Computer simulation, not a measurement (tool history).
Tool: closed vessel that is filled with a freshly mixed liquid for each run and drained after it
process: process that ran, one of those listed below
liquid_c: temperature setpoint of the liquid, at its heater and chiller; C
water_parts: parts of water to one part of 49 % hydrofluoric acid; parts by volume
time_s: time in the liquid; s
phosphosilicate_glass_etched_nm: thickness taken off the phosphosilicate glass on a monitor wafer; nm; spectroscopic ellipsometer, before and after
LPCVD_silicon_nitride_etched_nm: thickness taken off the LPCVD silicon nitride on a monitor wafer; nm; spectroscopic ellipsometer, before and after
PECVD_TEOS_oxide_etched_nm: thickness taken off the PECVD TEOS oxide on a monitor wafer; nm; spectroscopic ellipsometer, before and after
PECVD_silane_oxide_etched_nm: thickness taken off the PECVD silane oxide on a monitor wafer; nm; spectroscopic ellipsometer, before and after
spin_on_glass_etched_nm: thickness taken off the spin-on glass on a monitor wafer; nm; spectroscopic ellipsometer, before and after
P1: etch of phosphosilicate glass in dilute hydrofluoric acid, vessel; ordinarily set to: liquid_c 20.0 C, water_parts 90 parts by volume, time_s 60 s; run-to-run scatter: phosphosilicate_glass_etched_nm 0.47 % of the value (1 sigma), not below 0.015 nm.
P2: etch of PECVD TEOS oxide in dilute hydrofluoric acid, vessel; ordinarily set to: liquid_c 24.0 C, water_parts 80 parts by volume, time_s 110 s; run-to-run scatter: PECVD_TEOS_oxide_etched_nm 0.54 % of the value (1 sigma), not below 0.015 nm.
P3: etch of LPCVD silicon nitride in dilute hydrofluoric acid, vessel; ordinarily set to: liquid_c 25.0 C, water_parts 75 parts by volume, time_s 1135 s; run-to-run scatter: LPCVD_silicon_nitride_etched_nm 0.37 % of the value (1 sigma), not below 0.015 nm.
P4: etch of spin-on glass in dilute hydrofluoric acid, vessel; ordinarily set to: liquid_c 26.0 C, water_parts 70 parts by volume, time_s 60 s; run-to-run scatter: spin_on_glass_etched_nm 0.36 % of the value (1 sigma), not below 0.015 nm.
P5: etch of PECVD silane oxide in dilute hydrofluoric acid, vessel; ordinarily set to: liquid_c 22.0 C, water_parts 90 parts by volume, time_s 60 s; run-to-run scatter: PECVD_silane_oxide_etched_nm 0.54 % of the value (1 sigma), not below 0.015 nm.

run,day,process,liquid_c,water_parts,time_s,hours since the thermometer was replaced,hours since the hydrofluoric acid flow meter was replaced,phosphosilicate_glass_etched_nm,LPCVD_silicon_nitride_etched_nm,PECVD_TEOS_oxide_etched_nm,PECVD_silane_oxide_etched_nm,spin_on_glass_etched_nm
1,0.212,P1,20.0,90,60,551.8,181.5,115.950,,,,
2,0.396,P1,24.0,90,60,556.2,185.9,136.280,,,,
3,0.646,P3,25.0,75,1135,562.2,191.9,,8.5068,,,
# day 0.725: thermometer replaced
4,0.792,P1,20.0,90,100,1.6,195.4,193.150,,,,
5,1.025,P2,24.0,80,110,7.2,201.0,,,20.170,,
6,1.288,P1,17.0,90,60,13.5,207.3,102.150,,,,
7,1.529,P1,20.0,90,60,19.3,213.1,115.770,,,,
8,1.675,P3,25.0,75,1910,22.8,216.6,,14.3650,,,
9,1.825,P2,20.0,80,110,26.4,220.2,,,16.878,,
10,2.071,P1,20.0,90,60,32.3,226.1,115.550,,,,
11,2.246,P5,22.0,90,105,36.5,230.3,,,,23.476,
12,2.542,P1,20.0,140,60,43.6,237.4,70.388,,,,
13,2.708,P5,22.0,30,60,47.6,241.4,,,,43.065,
14,2.942,P1,17.0,90,30,53.2,247.0,51.264,,,,
15,3.188,P4,18.5,70,60,59.1,252.9,,,,,36.245
16,3.471,P4,26.0,70,105,65.9,259.7,,,,,86.473
17,3.629,P1,20.0,90,60,69.7,263.5,115.920,,,,
18,3.817,P1,20.0,40,60,74.2,268.0,277.250,,,,
19,4.075,P4,26.0,70,60,80.4,274.2,,,,,49.092
20,4.208,P3,20.5,75,1135,83.6,277.4,,6.3155,,,
21,4.383,P1,24.5,55,60,87.8,281.6,235.640,,,,
22,4.604,P4,26.0,40,60,93.1,286.9,,,,,89.950
23,4.829,P2,24.0,80,205,98.5,292.3,,,37.564,,
24,5.112,P1,20.0,90,60,105.3,299.1,115.740,,,,
25,5.300,P3,25.0,20,1135,109.8,303.6,,30.7480,,,
26,5.517,P5,22.0,90,60,115.0,308.8,,,,13.137,
27,5.792,P2,24.0,125,110,121.6,315.4,,,12.106,,
28,5.971,P1,20.0,90,30,125.9,319.7,58.090,,,,
29,6.171,P5,28.5,90,60,130.7,324.5,,,,17.314,
30,6.388,P1,20.0,90,60,135.9,329.7,115.120,,,,
31,6.579,P1,20.0,90,60,140.5,334.3,111.990,,,,
32,6.775,P1,20.0,90,60,145.2,339.0,109.560,,,,
33,6.921,P1,20.0,90,60,148.7,342.5,108.750,,,,
34,7.083,P1,20.0,90,60,152.6,346.4,107.780,,,,
35,7.233,P1,20.0,90,60,156.2,350.0,107.120,,,,
36,7.496,P1,20.0,90,60,162.5,356.3,105.140,,,,
37,7.742,P1,20.0,90,60,168.4,362.2,105.420,,,,
38,7.908,P1,20.0,90,60,172.4,366.2,104.710,,,,
39,8.142,P1,20.0,90,60,178.0,371.8,103.720,,,,
40,8.412,P1,20.0,90,60,184.5,378.3,104.360,,,,

Compared with where it was, what P1 gives has crept away. Each cause listed below fits the log as well as the rest, at the size given for it:
A: hydrofluoric acid flow below the setpoint (%) = 8.79
B: liquid colder than its thermometer reads (K) = 2.44
The process output started creeping at around day 6.388.

Below are 4 check runs, each on a single wafer, with their results shown as question marks. Which of them would tell the listed causes apart, meaning the causes would give clearly different results under it?
check 1,8.683,P5,22.0,90,60,,,,,,?,
check 2,8.683,P2,24.0,80,110,,,,,?,,
check 3,8.683,P3,25.0,75,1135,,,,?,,,
check 4,8.683,P4,26.0,70,60,,,,,,,?

How each check would come out, cause by cause:
check,result,if A,if B
check 1,PECVD_silane_oxide_etched_nm,12.037,12.062
check 2,PECVD_TEOS_oxide_etched_nm,18.114,18.161
check 3,LPCVD_silicon_nitride_etched_nm,7.7690,7.2291
check 4,spin_on_glass_etched_nm,44.472,44.602
Smallest distance between any two causes, each pair judged by its most separating result, in per cent: check 1 0.2 %; check 2 0.26 %; check 3 7.2 %; check 4 0.29 %
The other checks would show nearly matching results whichever cause is true, so check 3 is the only one that separates the causes.

Then check 3 was run and gave: LPCVD_silicon_nitride_etched_nm 7.2375 nm. Which cause is it?

B is the cause: liquid colder than its thermometer reads (K).
